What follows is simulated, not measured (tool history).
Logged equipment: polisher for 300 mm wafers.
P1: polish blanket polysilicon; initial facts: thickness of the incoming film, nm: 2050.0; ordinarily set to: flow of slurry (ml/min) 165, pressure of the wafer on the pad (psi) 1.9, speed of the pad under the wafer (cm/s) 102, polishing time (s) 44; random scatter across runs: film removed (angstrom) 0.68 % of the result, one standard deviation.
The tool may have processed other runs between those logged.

| run | hour | flow of slurry (ml/min) | pressure of the wafer on the pad (psi) | speed of the pad under the wafer (cm/s) | polishing time (s) | wafers polished on this pad | hours since the slurry nozzle was cleaned | hours since the head pressure was calibrated | film removed (angstrom) |
|---|---|---|---|---|---|---|---|---|---|
| 1 | 5.2 | 165 | 1.9 | 102 | 44 | 628 | 232.1 | 204.4 | 2084.10 |
| 2 | 11.2 | 205 | 0.9 | 102 | 44 | 701 | 238.1 | 210.4 | 1029.60 |
| 3 | 19.4 | 165 | 1.9 | 102 | 44 | 801 | 246.3 | 218.6 | 2107.40 |
| 4 | 26.3 | 165 | 3.0 | 102 | 44 | 885 | 253.2 | 225.5 | 3340.10 |
| 5 | 33.7 | 165 | 1.9 | 102 | 44 | 975 | 260.6 | 232.9 | 2106.80 |
| 6 | 42.7 | 165 | 1.9 | 48 | 44 | 1085 | 269.6 | 241.9 | 981.59 |
| 7 | 51.2 | 235 | 1.9 | 102 | 44 | 1188 | 278.1 | 250.4 | 2193.20 |
| 8 | 58.8 | 165 | 1.9 | 102 | 24 | 1281 | 285.7 | 258.0 | 1137.20 |
| 9 | 65.0 | 165 | 1.9 | 102 | 44 | 1357 | 291.9 | 264.2 | 2101.30 |
| 10 | 74.0 | 165 | 1.9 | 50 | 23 | 1466 | 300.9 | 273.2 | 543.72 |
| 11 | 80.8 | 100 | 1.9 | 102 | 44 | 1549 | 307.7 | 280.0 | 1903.60 |
| 12 | 85.4 | 215 | 1.9 | 144 | 44 | 1605 | 312.3 | 284.6 | 3065.80 |
| 13 | 90.1 | 165 | 1.9 | 102 | 44 | 1662 | 317.0 | 289.3 | 2120.10 |

Run 14 has not been measured yet. What should we expect?
| 14 | 99.3 | 165 | 1.9 | 156 | 44 | 1774 | 326.2 | 298.5 | ? |

Run 14 produced film removed (angstrom) 3215.00.
